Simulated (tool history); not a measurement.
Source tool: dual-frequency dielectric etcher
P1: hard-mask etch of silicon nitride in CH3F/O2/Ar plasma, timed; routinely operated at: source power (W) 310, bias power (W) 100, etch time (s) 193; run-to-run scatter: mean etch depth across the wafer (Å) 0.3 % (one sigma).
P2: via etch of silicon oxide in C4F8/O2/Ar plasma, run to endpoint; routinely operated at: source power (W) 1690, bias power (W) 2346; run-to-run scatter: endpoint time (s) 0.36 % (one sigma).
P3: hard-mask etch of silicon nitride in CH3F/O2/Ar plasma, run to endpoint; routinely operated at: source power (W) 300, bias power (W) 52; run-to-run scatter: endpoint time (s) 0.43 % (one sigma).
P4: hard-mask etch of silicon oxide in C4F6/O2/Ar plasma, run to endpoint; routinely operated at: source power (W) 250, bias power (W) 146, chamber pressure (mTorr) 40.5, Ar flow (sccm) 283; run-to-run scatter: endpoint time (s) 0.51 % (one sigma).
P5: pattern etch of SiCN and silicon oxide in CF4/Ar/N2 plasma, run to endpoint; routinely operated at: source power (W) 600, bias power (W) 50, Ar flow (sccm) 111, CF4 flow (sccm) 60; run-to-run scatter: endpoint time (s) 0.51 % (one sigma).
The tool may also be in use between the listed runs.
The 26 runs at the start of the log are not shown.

run     day  process that ran  source power (W)  bias power (W)  etch time (s)  Ar flow (sccm)  CF4 flow (sccm)  chamber pressure (mTorr)  hours since the last wet clean  hours since the last source power generator calibration  hours since the last bias power generator calibration  mean etch depth across the wafer (Å)  endpoint time (s)
 27  10.667                P5               440              50                            111               60                                                     442.5                                                    190.7                                                 1940.8                                                   16.397
 28  11.188                P1               200             100            193                                                                                        455                                                    203.2                                                 1953.3                                1154.3
 29  11.517                P1               370              72            193                                                                                      462.9                                                    211.1                                                 1961.2                                1291.7
 30  11.838                P1               400             100            193                                                                                      470.6                                                    218.8                                                 1968.9                                1488.3
 31  12.162                P3               240              52                                                                                                     478.4                                                    226.6                                                 1976.7                                                   73.564
 32  12.612                P4               320             146                            283                                       40.5                           489.2                                                    237.4                                                 1987.5                                                   63.565
 33  12.896                P1               310             100            193                                                                                        496                                                    244.2                                                 1994.3                                1352.5
 34  13.329                P1               310             100            193                                                                                      506.4                                                    254.6                                                 2004.7                                1361.6

What will run 35 give?
 35  13.592                P1               310             100            193                                                                                      512.7                                                    260.9                                                   2011                                     ?

Logged for run 35: mean etch depth across the wafer (Å) 1369.1.
